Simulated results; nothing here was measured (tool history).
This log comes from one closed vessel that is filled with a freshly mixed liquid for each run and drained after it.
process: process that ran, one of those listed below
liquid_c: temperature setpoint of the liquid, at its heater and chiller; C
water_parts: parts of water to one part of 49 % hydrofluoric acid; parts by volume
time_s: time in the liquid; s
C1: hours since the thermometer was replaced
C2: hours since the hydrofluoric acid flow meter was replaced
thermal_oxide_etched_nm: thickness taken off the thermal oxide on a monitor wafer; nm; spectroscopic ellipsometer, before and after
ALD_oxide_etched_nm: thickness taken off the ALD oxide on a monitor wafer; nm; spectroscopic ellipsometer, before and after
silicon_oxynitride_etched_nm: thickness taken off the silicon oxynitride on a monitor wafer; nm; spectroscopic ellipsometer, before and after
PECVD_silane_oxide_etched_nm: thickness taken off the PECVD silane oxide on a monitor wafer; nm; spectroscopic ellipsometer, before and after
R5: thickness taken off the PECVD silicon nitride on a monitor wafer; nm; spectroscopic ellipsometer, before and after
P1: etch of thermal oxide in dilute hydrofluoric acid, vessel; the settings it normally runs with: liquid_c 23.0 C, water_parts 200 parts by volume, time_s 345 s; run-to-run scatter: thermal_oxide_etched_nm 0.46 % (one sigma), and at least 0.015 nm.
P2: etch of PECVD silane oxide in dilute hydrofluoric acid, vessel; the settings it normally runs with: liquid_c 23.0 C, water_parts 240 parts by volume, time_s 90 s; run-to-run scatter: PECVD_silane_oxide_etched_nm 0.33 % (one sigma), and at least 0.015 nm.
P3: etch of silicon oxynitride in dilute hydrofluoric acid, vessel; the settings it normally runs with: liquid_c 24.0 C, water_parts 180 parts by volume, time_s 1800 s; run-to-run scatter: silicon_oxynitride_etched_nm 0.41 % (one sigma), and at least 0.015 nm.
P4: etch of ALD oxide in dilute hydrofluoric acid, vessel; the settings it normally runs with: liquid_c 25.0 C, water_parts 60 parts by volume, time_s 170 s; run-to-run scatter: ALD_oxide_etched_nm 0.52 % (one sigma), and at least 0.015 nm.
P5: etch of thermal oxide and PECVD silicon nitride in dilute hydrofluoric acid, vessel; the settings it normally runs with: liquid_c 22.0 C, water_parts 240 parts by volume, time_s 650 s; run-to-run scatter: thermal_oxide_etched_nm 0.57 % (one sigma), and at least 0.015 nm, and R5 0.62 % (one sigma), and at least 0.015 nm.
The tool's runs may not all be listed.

Run 1, hour 7.5: process P1, liquid_c 23.0 C, water_parts 200 parts by volume, time_s 345 s; C1 336.8; C2 409.6. Result: thermal_oxide_etched_nm 6.9310 nm.
Run 2, hour 12.8: process P1, liquid_c 30.0 C, water_parts 200 parts by volume, time_s 345 s; C1 342.1; C2 414.9. Result: thermal_oxide_etched_nm 8.9592 nm.
Run 3, hour 19.0: process P1, liquid_c 23.0 C, water_parts 200 parts by volume, time_s 345 s; C1 348.3; C2 421.1. Result: thermal_oxide_etched_nm 6.8736 nm.
Run 4, hour 29.8: process P4, liquid_c 25.0 C, water_parts 60 parts by volume, time_s 170 s; C1 359.1; C2 431.9. Result: ALD_oxide_etched_nm 50.758 nm.
Run 5, hour 38.4: process P3, liquid_c 24.0 C, water_parts 330 parts by volume, time_s 1800 s; C1 367.7; C2 440.5. Result: silicon_oxynitride_etched_nm 12.40900 nm.
Run 6, hour 43.9: process P2, liquid_c 23.0 C, water_parts 240 parts by volume, time_s 30 s; C1 373.2; C2 446.0. Result: PECVD_silane_oxide_etched_nm 2.2106 nm.
Run 7, hour 51.7: process P1, liquid_c 23.0 C, water_parts 200 parts by volume, time_s 130 s; C1 381.0; C2 453.8. Result: thermal_oxide_etched_nm 2.5925 nm.
Run 8, hour 60.6: process P1, liquid_c 23.0 C, water_parts 200 parts by volume, time_s 345 s; C1 389.9; C2 462.7. Result: thermal_oxide_etched_nm 6.8597 nm.
Run 9, hour 68.7: process P4, liquid_c 33.5 C, water_parts 60 parts by volume, time_s 170 s; C1 398.0; C2 470.8. Result: ALD_oxide_etched_nm 71.016 nm.
Run 10, hour 77.8: process P2, liquid_c 17.0 C, water_parts 240 parts by volume, time_s 90 s; C1 407.1; C2 479.9. Result: PECVD_silane_oxide_etched_nm 5.3044 nm.
Run 11, hour 85.0: process P2, liquid_c 23.0 C, water_parts 415 parts by volume, time_s 90 s; C1 414.3; C2 487.1. Result: PECVD_silane_oxide_etched_nm 3.2703 nm.
Run 12, hour 92.8: process P1, liquid_c 28.5 C, water_parts 200 parts by volume, time_s 110 s; C1 422.1; C2 494.9. Result: thermal_oxide_etched_nm 2.6582 nm.
Run 13, hour 103.0: process P3, liquid_c 28.0 C, water_parts 180 parts by volume, time_s 1800 s; C1 432.3; C2 505.1. Result: silicon_oxynitride_etched_nm 30.03200 nm.
Run 14, hour 110.7: process P1, liquid_c 29.0 C, water_parts 75 parts by volume, time_s 345 s; C1 440.0; C2 512.8. Result: thermal_oxide_etched_nm 26.8900 nm.
Run 15, hour 117.1: process P5, liquid_c 22.0 C, water_parts 240 parts by volume, time_s 650 s; C1 446.4; C2 519.2. Result: thermal_oxide_etched_nm 10.4060 nm, R5 4.1409 nm.
Run 16, hour 126.7: process P1, liquid_c 23.0 C, water_parts 200 parts by volume, time_s 555 s; C1 456.0; C2 528.8. Result: thermal_oxide_etched_nm 11.0460 nm.
Run 17, hour 131.9: process P5, liquid_c 17.0 C, water_parts 240 parts by volume, time_s 650 s; C1 461.2; C2 534.0. Result: thermal_oxide_etched_nm 8.6556 nm, R5 2.9902 nm.
Run 18, hour 139.4: process P5, liquid_c 22.0 C, water_parts 405 parts by volume, time_s 650 s; C1 468.7; C2 541.5. Result: thermal_oxide_etched_nm 5.3195 nm, R5 2.4569 nm.
Run 19, hour 147.6: process P1, liquid_c 23.0 C, water_parts 200 parts by volume, time_s 345 s; C1 476.9; C2 549.7. Result: thermal_oxide_etched_nm 6.8850 nm.
Run 20, hour 153.7: process P1, liquid_c 23.0 C, water_parts 200 parts by volume, time_s 345 s; C1 483.0; C2 555.8. Result: thermal_oxide_etched_nm 6.8830 nm.
Run 21, hour 164.9: process P5, liquid_c 22.0 C, water_parts 240 parts by volume, time_s 130 s; C1 494.2; C2 567.0. Result: thermal_oxide_etched_nm 2.1078 nm, R5 0.8240 nm.
Run 22, hour 171.8: process P4, liquid_c 25.0 C, water_parts 95 parts by volume, time_s 170 s; C1 501.1; C2 573.9. Result: ALD_oxide_etched_nm 30.652 nm.
Run 23, hour 182.4: process P1, liquid_c 31.0 C, water_parts 275 parts by volume, time_s 345 s; C1 511.7; C2 584.5. Result: thermal_oxide_etched_nm 6.1049 nm.
Run 24, hour 192.5: process P1, liquid_c 17.0 C, water_parts 200 parts by volume, time_s 345 s; C1 521.8; C2 594.6. Result: thermal_oxide_etched_nm 5.4531 nm.
Run 25, hour 199.5: process P3, liquid_c 24.0 C, water_parts 180 parts by volume, time_s 45 s; C1 528.8; C2 601.6. Result: silicon_oxynitride_etched_nm 0.63451 nm.
Run 26, hour 207.1: process P1, liquid_c 23.0 C, water_parts 75 parts by volume, time_s 345 s; C1 536.4; C2 609.2. Result: thermal_oxide_etched_nm 21.0250 nm.
Run 27, hour 217.6: process P3, liquid_c 24.0 C, water_parts 180 parts by volume, time_s 1800 s; C1 546.9; C2 619.7. Result: silicon_oxynitride_etched_nm 25.10900 nm.
Run 28, hour 228.0: process P4, liquid_c 25.0 C, water_parts 60 parts by volume, time_s 275 s; C1 557.3; C2 630.1. Result: ALD_oxide_etched_nm 82.258 nm.
Run 29, hour 235.0: process P1, liquid_c 23.0 C, water_parts 330 parts by volume, time_s 345 s; C1 564.3; C2 637.1. Result: thermal_oxide_etched_nm 3.6703 nm.
Run 30, hour 243.4: process P2, liquid_c 23.0 C, water_parts 240 parts by volume, time_s 90 s; C1 572.7; C2 645.5. Result: PECVD_silane_oxide_etched_nm 6.6573 nm.
Run 31, hour 248.6: process P1, liquid_c 23.0 C, water_parts 200 parts by volume, time_s 345 s; C1 577.9; C2 650.7. Result: thermal_oxide_etched_nm 6.8745 nm.
Run 32, hour 253.8: process P1, liquid_c 23.0 C, water_parts 200 parts by volume, time_s 345 s; C1 583.1; C2 655.9. Result: thermal_oxide_etched_nm 7.0589 nm.
Run 33, hour 261.3: process P1, liquid_c 23.0 C, water_parts 200 parts by volume, time_s 345 s; C1 590.6; C2 663.4. Result: thermal_oxide_etched_nm 7.1367 nm.
Run 34, hour 266.6: process P1, liquid_c 23.0 C, water_parts 200 parts by volume, time_s 345 s; C1 595.9; C2 668.7. Result: thermal_oxide_etched_nm 7.2042 nm.
Run 35, hour 274.4: process P1, liquid_c 23.0 C, water_parts 200 parts by volume, time_s 345 s; C1 603.7; C2 676.5. Result: thermal_oxide_etched_nm 7.2456 nm.
Run 36, hour 283.2: process P1, liquid_c 23.0 C, water_parts 200 parts by volume, time_s 345 s; C1 612.5; C2 685.3. Result: thermal_oxide_etched_nm 7.2754 nm.
Run 37, hour 293.9: process P1, liquid_c 23.0 C, water_parts 200 parts by volume, time_s 345 s; C1 623.2; C2 696.0. Result: thermal_oxide_etched_nm 7.3197 nm.

The log shows P1 creeping away from where it was. Any of the 2 causes listed here, at the size stated for it, fits the log just as well as the others:
A: liquid hotter than its thermometer reads (K) = 1.67
B: hydrofluoric acid flow above the setpoint (%) = 5.26
At approximately hour 248.6, the process output began to creep.

Of the 4 check runs listed below, each run on one wafer and each result written as a question mark, which would let you distinguish the listed causes because they would give clearly different results?
Run check 1, hour 304.6: process P5, liquid_c 18.5 C, water_parts 240 parts by volume, time_s 650 s. Result: thermal_oxide_etched_nm ?, R5 ?.
Run check 2, hour 304.6: process P2, liquid_c 17.0 C, water_parts 240 parts by volume, time_s 30 s. Result: PECVD_silane_oxide_etched_nm ?.
Run check 3, hour 304.6: process P3, liquid_c 24.0 C, water_parts 305 parts by volume, time_s 390 s. Result: silicon_oxynitride_etched_nm ?.
Run check 4, hour 304.6: process P4, liquid_c 25.0 C, water_parts 80 parts by volume, time_s 170 s. Result: ALD_oxide_etched_nm ?.

Check results expected under each cause:
  check                        result     if A     if B
check 1       thermal_oxide_etched_nm   9.7569   9.7445
check 1                            R5   3.6419   3.4315
check 2  PECVD_silane_oxide_etched_nm   1.8835   1.8783
check 3  silicon_oxynitride_etched_nm  3.16310  3.13720
check 4           ALD_oxide_etched_nm   39.544   39.167
How far apart the two closest causes lie, in the result that separates them most: check 1 5.95 %; check 2 0.27 %; check 3 0.82 %; check 4 0.96 %
Check 1 is the one run that separates the causes; every other check would come out nearly the same whichever cause is at work.

The results of check 1 are: thermal_oxide_etched_nm 9.7874 nm; R5 3.6807 nm. Based on these, which of the listed causes is it?

It is A: liquid hotter than its thermometer reads (K).

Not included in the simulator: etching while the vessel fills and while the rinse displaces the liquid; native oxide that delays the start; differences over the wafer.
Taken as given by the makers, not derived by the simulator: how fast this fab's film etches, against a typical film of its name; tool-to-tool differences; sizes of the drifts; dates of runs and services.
